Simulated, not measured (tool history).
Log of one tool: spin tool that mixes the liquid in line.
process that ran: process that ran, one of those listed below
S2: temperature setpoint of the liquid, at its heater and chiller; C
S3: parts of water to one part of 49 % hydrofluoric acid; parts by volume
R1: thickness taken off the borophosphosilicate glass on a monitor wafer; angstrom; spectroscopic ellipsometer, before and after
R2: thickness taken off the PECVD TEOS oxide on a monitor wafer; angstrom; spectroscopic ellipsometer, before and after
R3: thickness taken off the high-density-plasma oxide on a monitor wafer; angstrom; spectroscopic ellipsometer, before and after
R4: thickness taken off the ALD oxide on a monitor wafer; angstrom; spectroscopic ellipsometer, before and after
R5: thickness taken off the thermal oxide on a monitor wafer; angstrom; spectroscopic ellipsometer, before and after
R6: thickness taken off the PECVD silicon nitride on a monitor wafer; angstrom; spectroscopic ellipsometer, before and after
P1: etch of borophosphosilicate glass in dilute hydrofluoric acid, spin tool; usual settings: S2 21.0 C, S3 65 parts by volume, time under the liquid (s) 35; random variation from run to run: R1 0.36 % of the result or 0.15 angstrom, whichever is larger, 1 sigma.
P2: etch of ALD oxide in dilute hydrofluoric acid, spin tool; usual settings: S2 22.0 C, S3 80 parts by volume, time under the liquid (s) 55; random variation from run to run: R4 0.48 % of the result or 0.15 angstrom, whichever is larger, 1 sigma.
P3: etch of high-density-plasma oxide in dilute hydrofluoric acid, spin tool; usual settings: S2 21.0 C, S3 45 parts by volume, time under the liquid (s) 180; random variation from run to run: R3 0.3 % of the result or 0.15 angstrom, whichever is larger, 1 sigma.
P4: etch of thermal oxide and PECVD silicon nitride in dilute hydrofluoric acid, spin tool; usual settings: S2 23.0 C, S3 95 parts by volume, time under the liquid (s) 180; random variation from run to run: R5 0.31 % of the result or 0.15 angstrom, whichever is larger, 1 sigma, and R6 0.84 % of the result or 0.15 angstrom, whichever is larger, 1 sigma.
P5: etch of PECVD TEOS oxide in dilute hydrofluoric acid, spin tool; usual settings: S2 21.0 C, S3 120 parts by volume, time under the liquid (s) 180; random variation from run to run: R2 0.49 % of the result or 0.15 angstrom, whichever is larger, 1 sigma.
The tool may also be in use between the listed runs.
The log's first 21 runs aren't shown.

{"run": 22, "hour": 288.5, "process that ran": "P2", "S2": 22.0, "S3": 80, "time under the liquid (s)": 95, "R4": 226.98}
{"run": 23, "hour": 305.0, "process that ran": "P4", "S2": 23.0, "S3": 50, "time under the liquid (s)": 180, "R5": 173.41, "R6": 55.961}
{"run": 24, "hour": 323.5, "process that ran": "P1", "S2": 21.0, "S3": 65, "time under the liquid (s)": 60, "R1": 467.26}
{"run": 25, "hour": 342.3, "process that ran": "P1", "S2": 21.0, "S3": 115, "time under the liquid (s)": 35, "R1": 146.23}
{"run": 26, "hour": 352.4, "process that ran": "P2", "S2": 22.0, "S3": 45, "time under the liquid (s)": 55, "R4": 243.89}
{"run": 27, "hour": 364.8, "process that ran": "P3", "S2": 29.5, "S3": 45, "time under the liquid (s)": 180, "R3": 427.42}
{"run": 28, "hour": 375.9, "process that ran": "P3", "S2": 21.0, "S3": 45, "time under the liquid (s)": 35, "R3": 58.642}
{"run": 29, "hour": 393.8, "process that ran": "P2", "S2": 22.0, "S3": 80, "time under the liquid (s)": 55, "R4": 131.91}
{"run": 30, "hour": 409.5, "process that ran": "P1", "S2": 21.0, "S3": 65, "time under the liquid (s)": 35, "R1": 272.7}
{"run": 31, "hour": 427.8, "process that ran": "P1", "S2": 26.5, "S3": 65, "time under the liquid (s)": 35, "R1": 344.62}
{"run": 32, "hour": 443.2, "process that ran": "P5", "S2": 21.0, "S3": 170, "time under the liquid (s)": 180, "R2": 251.42}
{"run": 33, "hour": 458.9, "process that ran": "P1", "S2": 21.0, "S3": 65, "time under the liquid (s)": 35, "R1": 274.65}
{"run": 34, "hour": 475.5, "process that ran": "P1", "S2": 21.0, "S3": 65, "time under the liquid (s)": 35, "R1": 262.65}
{"run": 35, "hour": 483.9, "process that ran": "P1", "S2": 21.0, "S3": 65, "time under the liquid (s)": 35, "R1": 261.98}
{"run": 36, "hour": 492.9, "process that ran": "P1", "S2": 21.0, "S3": 65, "time under the liquid (s)": 35, "R1": 260.5}
{"run": 37, "hour": 502.5, "process that ran": "P1", "S2": 21.0, "S3": 65, "time under the liquid (s)": 35, "R1": 257.82}
{"run": 38, "hour": 517.3, "process that ran": "P1", "S2": 21.0, "S3": 65, "time under the liquid (s)": 35, "R1": 257.51}

Run 39 comes next. What will it give?
{"run": 39, "hour": 533.0, "process that ran": "P1", "S2": 21.0, "S3": 65, "time under the liquid (s)": 35, "R1": "?"}

{"run 39": {"R1": 256.64}}
